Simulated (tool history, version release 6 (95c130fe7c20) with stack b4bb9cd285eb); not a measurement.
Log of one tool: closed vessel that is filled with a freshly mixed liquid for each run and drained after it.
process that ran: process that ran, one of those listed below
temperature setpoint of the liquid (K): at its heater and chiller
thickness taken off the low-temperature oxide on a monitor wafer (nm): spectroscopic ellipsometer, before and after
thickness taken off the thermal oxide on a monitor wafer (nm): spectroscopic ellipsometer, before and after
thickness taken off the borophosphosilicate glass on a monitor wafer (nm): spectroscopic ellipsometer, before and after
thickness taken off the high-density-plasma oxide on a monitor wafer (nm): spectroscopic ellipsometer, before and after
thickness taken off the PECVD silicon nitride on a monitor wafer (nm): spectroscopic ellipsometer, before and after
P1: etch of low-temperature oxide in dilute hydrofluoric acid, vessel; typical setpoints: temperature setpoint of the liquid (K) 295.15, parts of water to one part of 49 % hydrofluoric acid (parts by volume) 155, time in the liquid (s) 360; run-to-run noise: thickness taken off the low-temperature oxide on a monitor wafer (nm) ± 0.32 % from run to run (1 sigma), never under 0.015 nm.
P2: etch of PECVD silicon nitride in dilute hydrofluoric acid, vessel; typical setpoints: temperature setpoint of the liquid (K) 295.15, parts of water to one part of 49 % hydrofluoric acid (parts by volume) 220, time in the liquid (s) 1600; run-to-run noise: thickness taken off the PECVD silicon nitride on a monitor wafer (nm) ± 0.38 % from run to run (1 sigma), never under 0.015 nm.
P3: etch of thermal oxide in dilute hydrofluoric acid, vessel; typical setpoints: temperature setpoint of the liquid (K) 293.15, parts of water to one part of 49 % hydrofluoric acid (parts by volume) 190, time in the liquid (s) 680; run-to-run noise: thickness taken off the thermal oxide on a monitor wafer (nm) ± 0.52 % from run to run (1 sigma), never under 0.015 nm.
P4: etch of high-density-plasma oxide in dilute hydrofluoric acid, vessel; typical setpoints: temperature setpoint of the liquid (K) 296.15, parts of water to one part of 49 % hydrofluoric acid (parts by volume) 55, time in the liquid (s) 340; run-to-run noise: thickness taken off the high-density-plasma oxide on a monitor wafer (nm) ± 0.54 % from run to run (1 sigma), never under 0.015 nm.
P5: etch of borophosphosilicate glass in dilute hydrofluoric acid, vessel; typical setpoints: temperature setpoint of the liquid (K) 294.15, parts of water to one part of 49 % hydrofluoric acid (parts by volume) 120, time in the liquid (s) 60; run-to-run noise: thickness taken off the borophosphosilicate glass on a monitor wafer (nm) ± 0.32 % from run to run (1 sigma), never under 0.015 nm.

run    day  process that ran  temperature setpoint of the liquid (K)  parts of water to one part of 49 % hydrofluoric acid (parts by volume)  time in the liquid (s)  hours since the thermometer was replaced  hours since the hydrofluoric acid flow meter was replaced  thickness taken off the low-temperature oxide on a monitor wafer (nm)  thickness taken off the thermal oxide on a monitor wafer (nm)  thickness taken off the borophosphosilicate glass on a monitor wafer (nm)  thickness taken off the high-density-plasma oxide on a monitor wafer (nm)  thickness taken off the PECVD silicon nitride on a monitor wafer (nm)
  1  0.271                P1                                  295.15                                                                     155                     360                                       264                                                      368.7                                                                  47.68
  2    0.5                P1                                  295.15                                                                     155                     360                                     269.5                                                      374.2                                                                 47.418
  3  0.654                P1                                  295.15                                                                     155                     360                                     273.2                                                      377.9                                                                 47.436
  4  0.871                P3                                  293.15                                                                     190                     680                                     278.4                                                      383.1                                                                                                                                 13.67
  5  1.088                P5                                  294.15                                                                     120                      30                                     283.6                                                      388.3                                                                                                                                                                                                            8.543
  6  1.308                P4                                  296.15                                                                      55                     150                                     288.9                                                      393.6                                                                                                                                                                                                                                                                                      14.824
  7  1.433                P5                                  298.15                                                                     120                      60                                     291.9                                                      396.6                                                                                                                                                                                                           19.959
  8  1.608                P1                                  290.15                                                                     155                     360                                     296.1                                                      400.8                                                                 38.843
  9  1.808                P1                                  301.15                                                                     155                     705                                     300.9                                                      405.6                                                                 116.28
 10  2.067                P1                                  290.15                                                                     245                     360                                     307.1                                                      411.8                                                                  22.58
 11  2.292                P4                                  296.15                                                                      55                     340                                     312.5                                                      417.2                                                                                                                                                                                                                                                                                      33.551
 12  2.462                P1                                  295.15                                                                     155                      75                                     316.6                                                      421.3                                                                 9.8878
 13    2.7                P4                                  296.15                                                                      30                     340                                     322.3                                                        427                                                                                                                                                                                                                                                                                      63.842
 14  2.908                P3                                  293.15                                                                     190                     680                                     327.3                                                        432                                                                                                                                13.611
 15  3.062                P2                                  290.15                                                                     220                    1600                                       331                                                      435.7                                                                                                                                                                                                                                                                                                                                                             10.837
 16  3.296                P2                                  295.15                                                                     220                     355                                     336.6                                                      441.3                                                                                                                                                                                                                                                                                                                                                             3.3741
 17  3.467                P3                                  293.15                                                                     190                    1000                                     340.7                                                      445.4                                                                                                                                19.963
 18  3.746                P3                                  298.15                                                                     190                     680                                     347.4                                                      452.1                                                                                                                                16.421
 19  3.904                P2                                  295.15                                                                      65                    1600                                     351.2                                                      455.9                                                                                                                                                                                                                                                                                                                                                             49.456
 20  4.058                P1                                  295.15                                                                     155                     360                                     354.9                                                      459.6                                                                 47.252
 21  4.254                P1                                  295.15                                                                     290                     360                                     359.6                                                      464.3                                                                 22.232
 22  4.442                P3                                  293.15                                                                     325                     680                                     364.1                                                      468.8                                                                                                                                 7.056
 23  4.571                P1                                  290.15                                                                     155                     580                                     367.2                                                      471.9                                                                  62.82
 24  4.692                P1                                  303.15                                                                     155                     360                                     370.1                                                      474.8                                                                 63.655
 25  4.933                P4                                  296.15                                                                      55                     340                                     375.9                                                      480.6                                                                                                                                                                                                                                                                                      33.696
 26  5.158                P5                                  294.15                                                                     120                      60                                     381.3                                                        486                                                                                                                                                                                                           16.953
 27  5.408                P1                                  295.15                                                                      40                     360                                     387.3                                                        492                                                                 212.04
 28  5.688                P1                                  295.15                                                                     155                     545                                       394                                                      498.7                                                                 71.849
 29  5.896                P2                                  295.15                                                                     220                    1600                                       399                                                      503.7                                                                                                                                                                                                                                                                                                                                                             15.045
 30  6.171                P5                                  294.15                                                                     185                      60                                     405.6                                                      510.3                                                                                                                                                                                                           10.344
 31  6.425                P4                                  304.15                                                                      55                     340                                     411.7                                                      516.4                                                                                                                                                                                                                                                                                      46.426
 32  6.654                P1                                  295.15                                                                     155                     360                                     417.2                                                      521.9                                                                 47.279
 33  6.879                P1                                  295.15                                                                     155                     360                                     422.6                                                      527.3                                                                 47.569
 34  7.079                P1                                  295.15                                                                     155                     360                                     427.4                                                      532.1                                                                 47.378
 35   7.35                P1                                  295.15                                                                     155                     360                                     433.9                                                      538.6                                                                 47.355
 36  7.617                P1                                  295.15                                                                     155                     360                                     440.3                                                        545                                                                 49.107
 37   7.85                P1                                  295.15                                                                     155                     360                                     445.9                                                      550.6                                                                 49.857
 38  8.033                P1                                  295.15                                                                     155                     360                                     450.3                                                        555                                                                 50.672
 39  8.158                P1                                  295.15                                                                     155                     360                                     453.3                                                        558                                                                 50.654
 40    8.4                P1                                  295.15                                                                     155                     360                                     459.1                                                      563.8                                                                 51.085
 41  8.625                P1                                  295.15                                                                     155                     360                                     464.5                                                      569.2                                                                   51.1
 42  8.867                P1                                  295.15                                                                     155                     360                                     470.3                                                        575                                                                 51.451
 43  9.012                P1                                  295.15                                                                     155                     360                                     473.8                                                      578.5                                                                 51.411
 44  9.283                P1                                  295.15                                                                     155                     360                                     480.3                                                        585                                                                 51.928
 45  9.442                P1                                  295.15                                                                     155                     360                                     484.1                                                      588.8                                                                 51.455
 46  9.638                P1                                  295.15                                                                     155                     360                                     488.8                                                      593.5                                                                 51.747

The log shows P1 creeping away from where it was. Any of the 2 causes listed here, at the size stated for it, fits the log just as well as the others:
A: liquid hotter than its thermometer reads (K) = 2.29
B: hydrofluoric acid flow above the setpoint (%) = 7.86
At approximately day 7.35, the process output began to creep.

Question marks stand in for the results of the 4 check runs listed below, each run on one wafer. Under which run would the listed causes show clearly different results?
check 1  9.833                P3                                  293.15                                                                     190                     680                                                                                                                                                                                                                                          ?
check 2  9.833                P4                                  296.15                                                                      55                     340                                                                                                                                                                                                                                                                                                                                                                                                ?
check 3  9.833                P5                                  294.15                                                                     120                      60                                                                                                                                                                                                                                                                                                                     ?
check 4  9.833                P2                                  295.15                                                                     220                    1600                                                                                                                                                                                                                                                                                                                                                                                                                                                                       ?

Expected result of each check under each candidate cause:
  check                                                                     result    if A    if B
check 1              thickness taken off the thermal oxide on a monitor wafer (nm)  14.907  14.932
check 2  thickness taken off the high-density-plasma oxide on a monitor wafer (nm)  36.845  36.373
check 3  thickness taken off the borophosphosilicate glass on a monitor wafer (nm)  18.663  18.558
check 4      thickness taken off the PECVD silicon nitride on a monitor wafer (nm)   17.35  16.165
Smallest distance between any two causes, each pair judged by its most separating result, in per cent: check 1 0.17 %; check 2 1.29 %; check 3 0.56 %; check 4 7.07 %
Check 4 is the one run that separates the causes; every other check would come out nearly the same whichever cause is at work.

The results of check 4 are: thickness taken off the PECVD silicon nitride on a monitor wafer (nm) 16.217. Based on these, which of the listed causes is it?

The cause is B: hydrofluoric acid flow above the setpoint (%).
